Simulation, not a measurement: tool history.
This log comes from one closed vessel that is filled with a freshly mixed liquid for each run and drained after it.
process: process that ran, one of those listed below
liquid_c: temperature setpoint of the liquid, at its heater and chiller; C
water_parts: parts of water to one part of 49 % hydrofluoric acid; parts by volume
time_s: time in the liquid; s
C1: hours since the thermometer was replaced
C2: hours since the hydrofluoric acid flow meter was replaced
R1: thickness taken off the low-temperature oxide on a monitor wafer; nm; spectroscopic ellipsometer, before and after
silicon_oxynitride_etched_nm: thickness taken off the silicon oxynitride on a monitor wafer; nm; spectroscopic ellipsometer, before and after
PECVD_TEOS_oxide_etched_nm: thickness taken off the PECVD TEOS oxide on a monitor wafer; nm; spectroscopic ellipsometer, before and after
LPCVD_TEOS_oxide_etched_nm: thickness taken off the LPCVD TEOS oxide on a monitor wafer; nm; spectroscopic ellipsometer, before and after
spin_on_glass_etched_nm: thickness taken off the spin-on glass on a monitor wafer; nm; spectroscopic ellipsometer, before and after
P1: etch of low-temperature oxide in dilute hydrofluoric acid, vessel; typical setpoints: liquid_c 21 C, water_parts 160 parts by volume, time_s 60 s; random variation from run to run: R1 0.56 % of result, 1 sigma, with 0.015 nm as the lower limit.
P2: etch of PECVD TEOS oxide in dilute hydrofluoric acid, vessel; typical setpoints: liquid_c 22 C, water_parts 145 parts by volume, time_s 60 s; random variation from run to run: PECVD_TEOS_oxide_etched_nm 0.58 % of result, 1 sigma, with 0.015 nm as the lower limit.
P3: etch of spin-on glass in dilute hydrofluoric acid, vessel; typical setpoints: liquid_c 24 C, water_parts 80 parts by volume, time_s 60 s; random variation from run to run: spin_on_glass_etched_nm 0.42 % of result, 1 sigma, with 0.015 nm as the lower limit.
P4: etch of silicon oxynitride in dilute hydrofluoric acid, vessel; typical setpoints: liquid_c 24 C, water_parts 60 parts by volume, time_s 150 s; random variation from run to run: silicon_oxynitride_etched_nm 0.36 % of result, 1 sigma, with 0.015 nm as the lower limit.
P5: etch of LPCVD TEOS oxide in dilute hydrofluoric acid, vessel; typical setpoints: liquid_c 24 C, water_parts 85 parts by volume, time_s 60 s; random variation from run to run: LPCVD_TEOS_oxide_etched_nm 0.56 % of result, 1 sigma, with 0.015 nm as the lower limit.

Run 1, hour 3.8: process P1, liquid_c 21 C, water_parts 160 parts by volume, time_s 60 s; C1 611.7; C2 795.7. Result: R1 6.9799 nm.
Run 2, hour 10.2: process P4, liquid_c 24 C, water_parts 60 parts by volume, time_s 255 s; C1 618.1; C2 802.1. Result: silicon_oxynitride_etched_nm 21.333 nm.
Run 3, hour 16.5: process P1, liquid_c 21 C, water_parts 160 parts by volume, time_s 60 s; C1 624.4; C2 808.4. Result: R1 7.0933 nm.
Run 4, hour 22.3: process P2, liquid_c 22 C, water_parts 45 parts by volume, time_s 60 s; C1 630.2; C2 814.2. Result: PECVD_TEOS_oxide_etched_nm 23.222 nm.
Run 5, hour 28: process P5, liquid_c 24 C, water_parts 85 parts by volume, time_s 60 s; C1 635.9; C2 819.9. Result: LPCVD_TEOS_oxide_etched_nm 34.394 nm.
Run 6, hour 32.4: process P1, liquid_c 17 C, water_parts 160 parts by volume, time_s 30 s; C1 640.3; C2 824.3. Result: R1 2.9857 nm.
Run 7, hour 37.3: process P1, liquid_c 21 C, water_parts 160 parts by volume, time_s 60 s; C1 645.2; C2 829.2. Result: R1 7.0639 nm.
Run 8, hour 40.8: process P4, liquid_c 24 C, water_parts 30 parts by volume, time_s 150 s; C1 648.7; C2 832.7. Result: silicon_oxynitride_etched_nm 25.627 nm.
At hour 43.1: hydrofluoric acid flow meter replaced.
Run 9, hour 45.1: process P3, liquid_c 24 C, water_parts 80 parts by volume, time_s 95 s; C1 653; C2 2.1. Result: spin_on_glass_etched_nm 70.366 nm.
Run 10, hour 51.4: process P5, liquid_c 24 C, water_parts 85 parts by volume, time_s 30 s; C1 659.3; C2 8.4. Result: LPCVD_TEOS_oxide_etched_nm 17.399 nm.
Run 11, hour 54.7: process P1, liquid_c 21 C, water_parts 160 parts by volume, time_s 60 s; C1 662.6; C2 11.7. Result: R1 7.0495 nm.
Run 12, hour 60.4: process P1, liquid_c 21 C, water_parts 160 parts by volume, time_s 30 s; C1 668.3; C2 17.4. Result: R1 3.4746 nm.
Run 13, hour 65.1: process P1, liquid_c 27.5 C, water_parts 160 parts by volume, time_s 100 s; C1 673; C2 22.1. Result: R1 14.964 nm.
Run 14, hour 71.3: process P5, liquid_c 18 C, water_parts 85 parts by volume, time_s 60 s; C1 679.2; C2 28.3. Result: LPCVD_TEOS_oxide_etched_nm 27.349 nm.
Run 15, hour 76.3: process P3, liquid_c 24 C, water_parts 80 parts by volume, time_s 60 s; C1 684.2; C2 33.3. Result: spin_on_glass_etched_nm 43.835 nm.
Run 16, hour 80.3: process P1, liquid_c 21 C, water_parts 160 parts by volume, time_s 100 s; C1 688.2; C2 37.3. Result: R1 11.656 nm.
Run 17, hour 85.4: process P4, liquid_c 31.5 C, water_parts 60 parts by volume, time_s 150 s; C1 693.3; C2 42.4. Result: silicon_oxynitride_etched_nm 17.722 nm.
At hour 89.2: thermometer replaced.
Run 18, hour 90.5: process P2, liquid_c 22 C, water_parts 145 parts by volume, time_s 60 s; C1 1.3; C2 47.5. Result: PECVD_TEOS_oxide_etched_nm 6.4234 nm.
Run 19, hour 93.7: process P1, liquid_c 21 C, water_parts 160 parts by volume, time_s 60 s; C1 4.5; C2 50.7. Result: R1 6.9688 nm.
Run 20, hour 98: process P2, liquid_c 22 C, water_parts 145 parts by volume, time_s 100 s; C1 8.8; C2 55. Result: PECVD_TEOS_oxide_etched_nm 10.867 nm.
Run 21, hour 103.9: process P1, liquid_c 21 C, water_parts 50 parts by volume, time_s 60 s; C1 14.7; C2 60.9. Result: R1 25.322 nm.
Run 22, hour 108.2: process P3, liquid_c 32 C, water_parts 80 parts by volume, time_s 60 s; C1 19; C2 65.2. Result: spin_on_glass_etched_nm 59.829 nm.
Run 23, hour 113.8: process P5, liquid_c 24 C, water_parts 115 parts by volume, time_s 60 s; C1 24.6; C2 70.8. Result: LPCVD_TEOS_oxide_etched_nm 24.855 nm.
Run 24, hour 120.1: process P1, liquid_c 28 C, water_parts 160 parts by volume, time_s 60 s; C1 30.9; C2 77.1. Result: R1 9.16 nm.
Run 25, hour 126.7: process P4, liquid_c 24 C, water_parts 60 parts by volume, time_s 150 s; C1 37.5; C2 83.7. Result: silicon_oxynitride_etched_nm 12.565 nm.
Run 26, hour 131.4: process P1, liquid_c 17 C, water_parts 245 parts by volume, time_s 60 s; C1 42.2; C2 88.4. Result: R1 3.6219 nm.
Run 27, hour 136.3: process P2, liquid_c 17 C, water_parts 145 parts by volume, time_s 60 s; C1 47.1; C2 93.3. Result: PECVD_TEOS_oxide_etched_nm 5.2047 nm.
Run 28, hour 142.3: process P3, liquid_c 24 C, water_parts 120 parts by volume, time_s 60 s; C1 53.1; C2 99.3. Result: spin_on_glass_etched_nm 28.019 nm.
Run 29, hour 147.2: process P1, liquid_c 21 C, water_parts 160 parts by volume, time_s 60 s; C1 58; C2 104.2. Result: R1 6.9777 nm.
Run 30, hour 152.8: process P1, liquid_c 21 C, water_parts 280 parts by volume, time_s 60 s; C1 63.6; C2 109.8. Result: R1 3.5467 nm.
Run 31, hour 158.4: process P1, liquid_c 17 C, water_parts 160 parts by volume, time_s 60 s; C1 69.2; C2 115.4. Result: R1 5.9293 nm.
Run 32, hour 161.8: process P1, liquid_c 21 C, water_parts 160 parts by volume, time_s 60 s; C1 72.6; C2 118.8. Result: R1 7.0339 nm.
Run 33, hour 166.7: process P1, liquid_c 21 C, water_parts 160 parts by volume, time_s 60 s; C1 77.5; C2 123.7. Result: R1 7.3257 nm.
Run 34, hour 173.2: process P1, liquid_c 21 C, water_parts 160 parts by volume, time_s 60 s; C1 84; C2 130.2. Result: R1 7.5044 nm.
Run 35, hour 177.6: process P1, liquid_c 21 C, water_parts 160 parts by volume, time_s 60 s; C1 88.4; C2 134.6. Result: R1 7.5899 nm.
Run 36, hour 180.7: process P1, liquid_c 21 C, water_parts 160 parts by volume, time_s 60 s; C1 91.5; C2 137.7. Result: R1 7.7758 nm.
Run 37, hour 183.6: process P1, liquid_c 21 C, water_parts 160 parts by volume, time_s 60 s; C1 94.4; C2 140.6. Result: R1 7.6727 nm.
Run 38, hour 186.9: process P1, liquid_c 21 C, water_parts 160 parts by volume, time_s 60 s; C1 97.7; C2 143.9. Result: R1 7.6443 nm.
Run 39, hour 190.6: process P1, liquid_c 21 C, water_parts 160 parts by volume, time_s 60 s; C1 101.4; C2 147.6. Result: R1 7.7049 nm.

What P1 gives has crept away from where it was. These 2 causes fit the log equally well, each at the size given:
A: hydrofluoric acid flow above the setpoint (%) = 8.49
B: liquid hotter than its thermometer reads (K) = 2.45
The creep began at about hour 161.8.

Consider the 4 single-wafer check runs listed below, results given as question marks: which one distinguishes between the causes by giving clearly different results for each?
Run check 1, hour 194.3: process P5, liquid_c 24 C, water_parts 85 parts by volume, time_s 60 s. Result: LPCVD_TEOS_oxide_etched_nm ?.
Run check 2, hour 194.3: process P2, liquid_c 22 C, water_parts 145 parts by volume, time_s 60 s. Result: PECVD_TEOS_oxide_etched_nm ?.
Run check 3, hour 194.3: process P3, liquid_c 24 C, water_parts 80 parts by volume, time_s 60 s. Result: spin_on_glass_etched_nm ?.
Run check 4, hour 194.3: process P4, liquid_c 24 C, water_parts 60 parts by volume, time_s 150 s. Result: silicon_oxynitride_etched_nm ?.

Outcome of each check run for each possible cause:
  check                        result    if A    if B
check 1    LPCVD_TEOS_oxide_etched_nm  37.946  38.221
check 2    PECVD_TEOS_oxide_etched_nm  7.0756  7.0802
check 3       spin_on_glass_etched_nm  48.184  48.572
check 4  silicon_oxynitride_etched_nm  13.646  14.091
Distance between the nearest two causes, measured in the result of the check that separates them most: check 1 0.72 %; check 2 0.07 %; check 3 0.8 %; check 4 3.21 %
The other checks would show nearly matching results whichever cause is true, so check 4 is the only one that separates the causes.

With check 4 done, the readings were: silicon_oxynitride_etched_nm 14.099 nm. Identify which of the listed causes applies.

It is B: liquid hotter than its thermometer reads (K).
